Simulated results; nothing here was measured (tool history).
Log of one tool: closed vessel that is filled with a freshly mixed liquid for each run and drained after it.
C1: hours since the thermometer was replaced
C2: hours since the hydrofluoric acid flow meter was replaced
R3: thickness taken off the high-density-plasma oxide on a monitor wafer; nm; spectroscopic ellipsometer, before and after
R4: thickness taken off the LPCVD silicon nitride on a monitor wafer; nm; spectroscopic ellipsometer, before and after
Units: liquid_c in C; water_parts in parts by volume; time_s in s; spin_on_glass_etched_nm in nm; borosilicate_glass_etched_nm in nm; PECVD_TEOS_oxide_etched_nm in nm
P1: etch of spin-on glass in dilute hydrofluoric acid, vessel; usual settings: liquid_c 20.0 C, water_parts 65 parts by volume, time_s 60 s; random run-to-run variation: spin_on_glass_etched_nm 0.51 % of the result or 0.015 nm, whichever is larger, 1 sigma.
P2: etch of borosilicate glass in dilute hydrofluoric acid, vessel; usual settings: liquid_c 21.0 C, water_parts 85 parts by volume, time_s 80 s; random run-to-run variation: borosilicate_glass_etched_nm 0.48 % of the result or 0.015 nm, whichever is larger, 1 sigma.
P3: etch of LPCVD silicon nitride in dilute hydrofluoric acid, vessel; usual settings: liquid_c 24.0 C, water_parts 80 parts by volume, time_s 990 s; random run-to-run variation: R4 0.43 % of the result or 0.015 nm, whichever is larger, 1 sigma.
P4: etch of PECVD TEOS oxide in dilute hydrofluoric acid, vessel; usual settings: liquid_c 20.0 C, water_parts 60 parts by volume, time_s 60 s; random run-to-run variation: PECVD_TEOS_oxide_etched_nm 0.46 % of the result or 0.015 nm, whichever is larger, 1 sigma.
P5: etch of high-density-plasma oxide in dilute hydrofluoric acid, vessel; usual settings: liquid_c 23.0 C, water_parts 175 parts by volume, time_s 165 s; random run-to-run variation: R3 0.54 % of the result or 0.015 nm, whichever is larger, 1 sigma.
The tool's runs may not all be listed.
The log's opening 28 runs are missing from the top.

Run 29, hour 353.7: process P2, liquid_c 21.0 C, water_parts 85 parts by volume, time_s 80 s; C1 908.0; C2 2063.2. Result: borosilicate_glass_etched_nm 20.102 nm.
Run 30, hour 362.6: process P3, liquid_c 19.0 C, water_parts 80 parts by volume, time_s 990 s; C1 916.9; C2 2072.1. Result: R4 4.55540 nm.
Run 31, hour 374.8: process P4, liquid_c 25.0 C, water_parts 60 parts by volume, time_s 60 s; C1 929.1; C2 2084.3. Result: PECVD_TEOS_oxide_etched_nm 12.590 nm.
Run 32, hour 391.4: process P5, liquid_c 17.0 C, water_parts 175 parts by volume, time_s 165 s; C1 945.7; C2 2100.9. Result: R3 3.6198 nm.
Run 33, hour 409.0: process P1, liquid_c 20.0 C, water_parts 65 parts by volume, time_s 60 s; C1 963.3; C2 2118.5. Result: spin_on_glass_etched_nm 53.017 nm.
Run 34, hour 425.3: process P1, liquid_c 20.0 C, water_parts 65 parts by volume, time_s 60 s; C1 979.6; C2 2134.8. Result: spin_on_glass_etched_nm 50.889 nm.
Run 35, hour 433.9: process P1, liquid_c 20.0 C, water_parts 65 parts by volume, time_s 60 s; C1 988.2; C2 2143.4. Result: spin_on_glass_etched_nm 50.115 nm.
Run 36, hour 450.0: process P1, liquid_c 20.0 C, water_parts 65 parts by volume, time_s 60 s; C1 1004.3; C2 2159.5. Result: spin_on_glass_etched_nm 49.153 nm.
Run 37, hour 463.2: process P1, liquid_c 20.0 C, water_parts 65 parts by volume, time_s 60 s; C1 1017.5; C2 2172.7. Result: spin_on_glass_etched_nm 49.735 nm.
Run 38, hour 476.9: process P1, liquid_c 20.0 C, water_parts 65 parts by volume, time_s 60 s; C1 1031.2; C2 2186.4. Result: spin_on_glass_etched_nm 49.397 nm.
Run 39, hour 492.0: process P1, liquid_c 20.0 C, water_parts 65 parts by volume, time_s 60 s; C1 1046.3; C2 2201.5. Result: spin_on_glass_etched_nm 48.922 nm.

Expected results for the next run?
Run 40, hour 505.3: process P1, liquid_c 20.0 C, water_parts 65 parts by volume, time_s 60 s; C1 1059.6; C2 2214.8. Result: spin_on_glass_etched_nm ?.

spin_on_glass_etched_nm: 48.756 nm
